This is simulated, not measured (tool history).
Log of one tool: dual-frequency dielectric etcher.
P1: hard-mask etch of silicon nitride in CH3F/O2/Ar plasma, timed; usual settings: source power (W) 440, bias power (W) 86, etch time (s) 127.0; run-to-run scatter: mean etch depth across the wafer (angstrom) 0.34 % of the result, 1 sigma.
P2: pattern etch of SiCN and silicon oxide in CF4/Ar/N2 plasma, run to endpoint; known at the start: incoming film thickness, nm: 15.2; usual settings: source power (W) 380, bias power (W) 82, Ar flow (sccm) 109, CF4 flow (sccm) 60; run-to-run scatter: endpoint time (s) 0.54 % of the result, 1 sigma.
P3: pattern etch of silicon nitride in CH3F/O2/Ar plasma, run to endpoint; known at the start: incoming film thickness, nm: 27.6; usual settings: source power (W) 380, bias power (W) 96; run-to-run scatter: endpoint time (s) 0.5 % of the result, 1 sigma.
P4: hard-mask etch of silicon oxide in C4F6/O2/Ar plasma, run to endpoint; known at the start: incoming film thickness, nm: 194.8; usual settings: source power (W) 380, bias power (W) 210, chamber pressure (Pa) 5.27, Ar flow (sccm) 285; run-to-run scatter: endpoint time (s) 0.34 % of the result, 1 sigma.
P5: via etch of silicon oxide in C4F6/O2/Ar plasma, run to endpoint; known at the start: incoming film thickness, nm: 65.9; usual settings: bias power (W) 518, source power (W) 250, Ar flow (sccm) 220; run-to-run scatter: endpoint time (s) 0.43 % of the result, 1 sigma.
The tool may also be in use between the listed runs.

run   hour  process that ran  source power (W)  bias power (W)  etch time (s)  Ar flow (sccm)  CF4 flow (sccm)  chamber pressure (Pa)  hours since the last wet clean  hours since the last source power generator calibration  hours since the last bias power generator calibration  mean etch depth across the wafer (angstrom)  endpoint time (s)
  1    6.4                P1               440              86          127.0                                                                                   313.8                                                    996.8                                                  724.6                                       998.03
  2   14.1                P2               380              82                             79               60                                                  321.5                                                   1004.5                                                  732.3                                                          19.161
  3   22.2                P4               380             210                            285                                    6.47                           329.6                                                   1012.6                                                  740.4                                                          62.492
  4   31.0                P3               380              96                                                                                                  338.4                                                   1021.4                                                  749.2                                                          36.989
  5   36.9                P1               440              86          127.0                                                                                   344.3                                                   1027.3                                                  755.1                                       999.35
  6   45.3                P4               380             210                            285                                    5.27                           352.7                                                   1035.7                                                  763.5                                                          61.040
  7   50.8                P1               440              86          127.0                                                                                   358.2                                                   1041.2                                                  769.0                                       993.79
  8   59.1                P1               370             107          127.0                                                                                   366.5                                                   1049.5                                                  777.3                                      1012.40
  9   68.7                P5               250             518                            180                                                                   376.1                                                   1059.1                                                  786.9                                                          16.111
 10   75.5                P3               380             132                                                                                                  382.9                                                   1065.9                                                  793.7                                                          32.765
 11   82.0                P1               270              86          127.0                                                                                   389.4                                                   1072.4                                                  800.2                                       831.12
 12   91.1                P4               460             210                            285                                    5.27                           398.5                                                   1081.5                                                  809.3                                                          56.698
 13   97.8                P5               250             518                            220                                                                   405.2                                                   1088.2                                                  816.0                                                          16.419
 14  102.9                P3               450              96                                                                                                  410.3                                                   1093.3                                                  821.1                                                          35.048
 15  107.8                P4               380             260                            285                                    5.27                           415.2                                                   1098.2                                                  826.0                                                          56.931
 16  114.7                P5               330             518                            220                                                                   422.1                                                   1105.1                                                  832.9                                                          14.847
 17  121.8                P1               440             114           72.0                                                                                   429.2                                                   1112.2                                                  840.0                                       627.38
 18  127.6                P2               380              60                            109               60                                                  435.0                                                   1118.0                                                  845.8                                                          22.278
 19  138.7                P1               440              86           93.0                                                                                   446.1                                                   1129.1                                                  856.9                                       727.11
 20  145.6                P1               440              86          127.0                                                                                   453.0                                                   1136.0                                                  863.8                                       998.12
 21  156.6                P1               440             117          127.0                                                                                   464.0                                                   1147.0                                                  874.8                                      1109.70
     166.7  -- source power generator calibrated
 22  167.6                P1               530              86          127.0                                                                                   475.0                                                      0.9                                                  885.8                                      1070.90
 23  178.5                P2               380              82                            109               60                                                  485.9                                                     11.8                                                  896.7                                                          19.977
 24  183.8                P2               380              82                            109               60                                                  491.2                                                     17.1                                                  902.0                                                          20.052
 25  194.6                P1               440              86          127.0                                                                                   502.0                                                     27.9                                                  912.8                                       993.02
 26  202.1                P4               380             210                            217                                    5.27                           509.5                                                     35.4                                                  920.3                                                          59.425
 27  207.0                P1               440              86          127.0                                                                                   514.4                                                     40.3                                                  925.2                                       999.25
 28  216.4                P1               440              86          173.5                                                                                   523.8                                                     49.7                                                  934.6                                      1350.30
 29  226.7                P1               440              86          127.0                                                                                   534.1                                                     60.0                                                  944.9                                       998.98
 30  235.8                P5               250             321                            220                                                                   543.2                                                     69.1                                                  954.0                                                          19.883
 31  246.6                P2               520              82                            109               60                                                  554.0                                                     79.9                                                  964.8                                                          15.174
 32  256.1                P2               380              82                            109               79                                                  563.5                                                     89.4                                                  974.3                                                          19.005
 33  264.4                P1               440              60          127.0                                                                                   571.8                                                     97.7                                                  982.6                                       883.72
 34  275.2                P1               440              86          127.0                                                                                   582.6                                                    108.5                                                  993.4                                       993.24
 35  285.7                P1               440              86          127.0                                                                                   593.1                                                    119.0                                                 1003.9                                       985.62
 36  296.7                P1               440              86          127.0                                                                                   604.1                                                    130.0                                                 1014.9                                       982.90
 37  305.3                P1               440              86          127.0                                                                                   612.7                                                    138.6                                                 1023.5                                       983.64
 38  313.1                P1               440              86          127.0                                                                                   620.5                                                    146.4                                                 1031.3                                       983.61
     322.5  -- wet clean of the chamber
 39  323.5                P1               440              86          127.0                                                                                     1.1                                                    156.8                                                 1041.7                                       978.00
 40  332.7                P1               440              86          127.0                                                                                    10.3                                                    166.0                                                 1050.9                                       976.71
 41  341.5                P1               440              86          127.0                                                                                    19.1                                                    174.8                                                 1059.7                                       972.65
 42  347.4                P1               440              86          127.0                                                                                    25.0                                                    180.7                                                 1065.6                                       977.08
 43  356.6                P1               440              86          127.0                                                                                    34.2                                                    189.9                                                 1074.8                                       976.18

What P1 gives has crept away from where it was. These 2 causes fit the log equally well, each at the size given:
A: bias power that arrives under what is set, % = 4.76
B: source power that arrives under what is set, % = 4.47
The creep began at about hour 275.2.
Why every other cause is out:
chamber walls in a state that lowers the etch rate, %: serviced at hour 322.5, which brought nothing back

4 check runs are offered, each on 3 wafers whose results are averaged, their results left as question marks. Which one tells the causes apart?
check 1  365.8                P5               250             518                            220                                                                                                                                                                                                                                                       ?
check 2  365.8                P2               380              82                            109               60                                                                                                                                                                                                                                      ?
check 3  365.8                P4               380             210                            285                                    5.27                                                                                                                                                                                                               ?
check 4  365.8                P3               380              96                                                                                                                                                                                                                                                                                      ?

What each check would give under each cause:
  check             result    if A    if B
check 1  endpoint time (s)  16.765  16.732
check 2  endpoint time (s)  20.329  20.788
check 3  endpoint time (s)  62.143  62.251
check 4  endpoint time (s)  37.862  37.835
How far apart the two closest causes lie, in the result that separates them most: check 1 0.2 %; check 2 2.23 %; check 3 0.17 %; check 4 0.07 %
Only check 2 tells the causes apart: in the others they would give nearly the same result.

Check 2 was then run and gave: endpoint time (s) 20.872. Which cause is it?

It is B: source power that arrives under what is set, %.

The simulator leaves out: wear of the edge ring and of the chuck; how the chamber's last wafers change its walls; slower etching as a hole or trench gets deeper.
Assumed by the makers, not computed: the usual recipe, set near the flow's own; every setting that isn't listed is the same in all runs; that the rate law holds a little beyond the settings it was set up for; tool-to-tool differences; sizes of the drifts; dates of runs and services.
